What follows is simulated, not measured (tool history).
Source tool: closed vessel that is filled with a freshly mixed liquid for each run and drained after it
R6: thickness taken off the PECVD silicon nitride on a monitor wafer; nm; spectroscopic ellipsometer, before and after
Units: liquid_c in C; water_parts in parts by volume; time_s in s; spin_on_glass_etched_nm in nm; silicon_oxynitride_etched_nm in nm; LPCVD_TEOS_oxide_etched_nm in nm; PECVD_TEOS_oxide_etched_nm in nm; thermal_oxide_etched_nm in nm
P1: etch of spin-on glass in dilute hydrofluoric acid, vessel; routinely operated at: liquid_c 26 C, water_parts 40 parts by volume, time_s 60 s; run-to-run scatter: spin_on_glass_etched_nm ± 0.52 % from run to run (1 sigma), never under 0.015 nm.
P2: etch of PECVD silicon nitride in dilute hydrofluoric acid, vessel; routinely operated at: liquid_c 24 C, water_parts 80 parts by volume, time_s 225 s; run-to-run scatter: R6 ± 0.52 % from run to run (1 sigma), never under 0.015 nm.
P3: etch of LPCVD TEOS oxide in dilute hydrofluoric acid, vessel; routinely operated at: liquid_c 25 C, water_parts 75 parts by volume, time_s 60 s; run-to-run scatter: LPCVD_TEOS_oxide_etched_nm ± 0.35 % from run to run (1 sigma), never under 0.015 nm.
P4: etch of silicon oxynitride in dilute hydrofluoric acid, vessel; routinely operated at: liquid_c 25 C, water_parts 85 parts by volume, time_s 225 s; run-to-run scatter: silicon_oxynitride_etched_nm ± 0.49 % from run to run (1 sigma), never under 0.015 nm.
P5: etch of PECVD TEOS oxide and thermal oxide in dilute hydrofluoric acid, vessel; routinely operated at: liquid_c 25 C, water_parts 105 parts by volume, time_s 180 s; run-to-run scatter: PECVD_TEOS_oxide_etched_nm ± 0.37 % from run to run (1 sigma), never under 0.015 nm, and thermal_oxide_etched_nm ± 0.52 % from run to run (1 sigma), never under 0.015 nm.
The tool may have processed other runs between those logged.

{"run": 1, "hour": 3.2, "process": "P1", "liquid_c": 26, "water_parts": 40, "time_s": 60, "spin_on_glass_etched_nm": 53.164}
{"run": 2, "hour": 7.7, "process": "P4", "liquid_c": 25, "water_parts": 85, "time_s": 225, "silicon_oxynitride_etched_nm": 10.167}
{"run": 3, "hour": 10.4, "process": "P3", "liquid_c": 25, "water_parts": 75, "time_s": 115, "LPCVD_TEOS_oxide_etched_nm": 76.016}
{"run": 4, "hour": 15.0, "process": "P1", "liquid_c": 26, "water_parts": 40, "time_s": 60, "spin_on_glass_etched_nm": 53.148}
{"run": 5, "hour": 18.4, "process": "P4", "liquid_c": 25, "water_parts": 85, "time_s": 30, "silicon_oxynitride_etched_nm": 1.3511}
{"run": 6, "hour": 20.8, "process": "P5", "liquid_c": 25, "water_parts": 105, "time_s": 30, "PECVD_TEOS_oxide_etched_nm": 2.5298, "thermal_oxide_etched_nm": 1.4283}
{"run": 7, "hour": 23.1, "process": "P1", "liquid_c": 26, "water_parts": 60, "time_s": 115, "spin_on_glass_etched_nm": 66.162}
{"run": 8, "hour": 26.6, "process": "P3", "liquid_c": 25, "water_parts": 20, "time_s": 60, "LPCVD_TEOS_oxide_etched_nm": 161.35}
{"run": 9, "hour": 29.6, "process": "P5", "liquid_c": 19.5, "water_parts": 105, "time_s": 180, "PECVD_TEOS_oxide_etched_nm": 12.027, "thermal_oxide_etched_nm": 6.8926}
{"run": 10, "hour": 32.2, "process": "P1", "liquid_c": 34, "water_parts": 40, "time_s": 60, "spin_on_glass_etched_nm": 73.327}
{"run": 11, "hour": 35.2, "process": "P3", "liquid_c": 25, "water_parts": 75, "time_s": 60, "LPCVD_TEOS_oxide_etched_nm": 39.706}
{"run": 12, "hour": 40.0, "process": "P4", "liquid_c": 20.5, "water_parts": 85, "time_s": 225, "silicon_oxynitride_etched_nm": 8.1144}
{"run": 13, "hour": 43.8, "process": "P1", "liquid_c": 26, "water_parts": 20, "time_s": 60, "spin_on_glass_etched_nm": 109.14}
{"run": 14, "hour": 46.9, "process": "P1", "liquid_c": 26, "water_parts": 40, "time_s": 90, "spin_on_glass_etched_nm": 80.415}
{"run": 15, "hour": 50.3, "process": "P4", "liquid_c": 25, "water_parts": 25, "time_s": 225, "silicon_oxynitride_etched_nm": 36.248}
{"run": 16, "hour": 54.9, "process": "P5", "liquid_c": 25, "water_parts": 105, "time_s": 180, "PECVD_TEOS_oxide_etched_nm": 15.186, "thermal_oxide_etched_nm": 8.5761}
{"run": 17, "hour": 58.1, "process": "P1", "liquid_c": 26, "water_parts": 40, "time_s": 60, "spin_on_glass_etched_nm": 53.991}
{"run": 18, "hour": 61.1, "process": "P3", "liquid_c": 19, "water_parts": 75, "time_s": 60, "LPCVD_TEOS_oxide_etched_nm": 31.181}
{"run": 19, "hour": 64.5, "process": "P2", "liquid_c": 24, "water_parts": 80, "time_s": 225, "R6": 8.3372}
{"run": 20, "hour": 68.5, "process": "P1", "liquid_c": 26, "water_parts": 20, "time_s": 30, "spin_on_glass_etched_nm": 55.134}
{"run": 21, "hour": 72.1, "process": "P2", "liquid_c": 31, "water_parts": 80, "time_s": 225, "R6": 13.212}
{"run": 22, "hour": 76.5, "process": "P5", "liquid_c": 25, "water_parts": 150, "time_s": 180, "PECVD_TEOS_oxide_etched_nm": 10.006, "thermal_oxide_etched_nm": 5.7453}
{"run": 23, "hour": 78.9, "process": "P1", "liquid_c": 26, "water_parts": 40, "time_s": 60, "spin_on_glass_etched_nm": 52.6}
{"run": 24, "hour": 81.5, "process": "P1", "liquid_c": 26, "water_parts": 40, "time_s": 60, "spin_on_glass_etched_nm": 53.485}
{"run": 25, "hour": 85.9, "process": "P3", "liquid_c": 25, "water_parts": 75, "time_s": 60, "LPCVD_TEOS_oxide_etched_nm": 39.936}
{"run": 26, "hour": 88.7, "process": "P2", "liquid_c": 24, "water_parts": 80, "time_s": 50, "R6": 1.8678}
{"run": 27, "hour": 91.1, "process": "P1", "liquid_c": 22, "water_parts": 40, "time_s": 60, "spin_on_glass_etched_nm": 45.334}
{"run": 28, "hour": 94.5, "process": "P2", "liquid_c": 24, "water_parts": 45, "time_s": 225, "R6": 14.659}
{"run": 29, "hour": 98.3, "process": "P5", "liquid_c": 25, "water_parts": 105, "time_s": 180, "PECVD_TEOS_oxide_etched_nm": 15.09, "thermal_oxide_etched_nm": 8.5973}
{"run": 30, "hour": 101.9, "process": "P1", "liquid_c": 26, "water_parts": 40, "time_s": 30, "spin_on_glass_etched_nm": 26.791}
{"run": 31, "hour": 105.9, "process": "P1", "liquid_c": 26, "water_parts": 65, "time_s": 60, "spin_on_glass_etched_nm": 32.118}
{"run": 32, "hour": 110.6, "process": "P1", "liquid_c": 26, "water_parts": 40, "time_s": 60, "spin_on_glass_etched_nm": 53.255}
{"run": 33, "hour": 112.9, "process": "P1", "liquid_c": 26, "water_parts": 40, "time_s": 60, "spin_on_glass_etched_nm": 52.68}
{"run": 34, "hour": 116.6, "process": "P1", "liquid_c": 26, "water_parts": 40, "time_s": 60, "spin_on_glass_etched_nm": 51.73}
{"run": 35, "hour": 120.1, "process": "P1", "liquid_c": 26, "water_parts": 40, "time_s": 60, "spin_on_glass_etched_nm": 50.915}
{"run": 36, "hour": 124.1, "process": "P1", "liquid_c": 26, "water_parts": 40, "time_s": 60, "spin_on_glass_etched_nm": 50.101}
{"run": 37, "hour": 128.4, "process": "P1", "liquid_c": 26, "water_parts": 40, "time_s": 60, "spin_on_glass_etched_nm": 49.976}
{"run": 38, "hour": 132.0, "process": "P1", "liquid_c": 26, "water_parts": 40, "time_s": 60, "spin_on_glass_etched_nm": 49.346}
{"run": 39, "hour": 135.5, "process": "P1", "liquid_c": 26, "water_parts": 40, "time_s": 60, "spin_on_glass_etched_nm": 49.757}
{"run": 40, "hour": 138.4, "process": "P1", "liquid_c": 26, "water_parts": 40, "time_s": 60, "spin_on_glass_etched_nm": 49.716}
{"run": 41, "hour": 143.2, "process": "P1", "liquid_c": 26, "water_parts": 40, "time_s": 60, "spin_on_glass_etched_nm": 49.48}
{"run": 42, "hour": 145.4, "process": "P1", "liquid_c": 26, "water_parts": 40, "time_s": 60, "spin_on_glass_etched_nm": 49.283}

What P1 gives has crept away from where it was. These 2 causes fit the log equally well, each at the size given:
A: hydrofluoric acid flow below the setpoint (%) = 7.25
B: liquid colder than its thermometer reads (K) = 1.94
Onset of the creep was near hour 110.6.

Each of the 4 check runs below uses one wafer; its results are left as question marks. Which run tells the causes apart?
{"run": "check 1", "hour": 147.6, "process": "P5", "liquid_c": 25, "water_parts": 105, "time_s": 180, "PECVD_TEOS_oxide_etched_nm": "?", "thermal_oxide_etched_nm": "?"}
{"run": "check 2", "hour": 147.6, "process": "P2", "liquid_c": 24, "water_parts": 80, "time_s": 225, "R6": "?"}
{"run": "check 3", "hour": 147.6, "process": "P3", "liquid_c": 25, "water_parts": 75, "time_s": 60, "LPCVD_TEOS_oxide_etched_nm": "?"}
{"run": "check 4", "hour": 147.6, "process": "P4", "liquid_c": 25, "water_parts": 85, "time_s": 225, "silicon_oxynitride_etched_nm": "?"}

Check results expected under each cause:
check=check_1 result=PECVD_TEOS_oxide_etched_nm if_A=13.867 if_B=13.992
check=check_1 result=thermal_oxide_etched_nm if_A=7.9302 if_B=8.0012
check=check_2 result=R6 if_A=7.7773 if_B=7.3549
check=check_3 result=LPCVD_TEOS_oxide_etched_nm if_A=36.606 if_B=36.774
check=check_4 result=silicon_oxynitride_etched_nm if_A=9.3277 if_B=9.2211
Per check, the gap between the least separated pair of causes, taken in the result that splits them most: check 1 0.89 %; check 2 5.59 %; check 3 0.46 %; check 4 1.15 %
Check 2 tells the causes apart: in the others they would give nearly the same result.

Running check 2 produced the following: R6 7.8186 nm. Which one of the listed causes fits?

The cause is A: hydrofluoric acid flow below the setpoint (%).
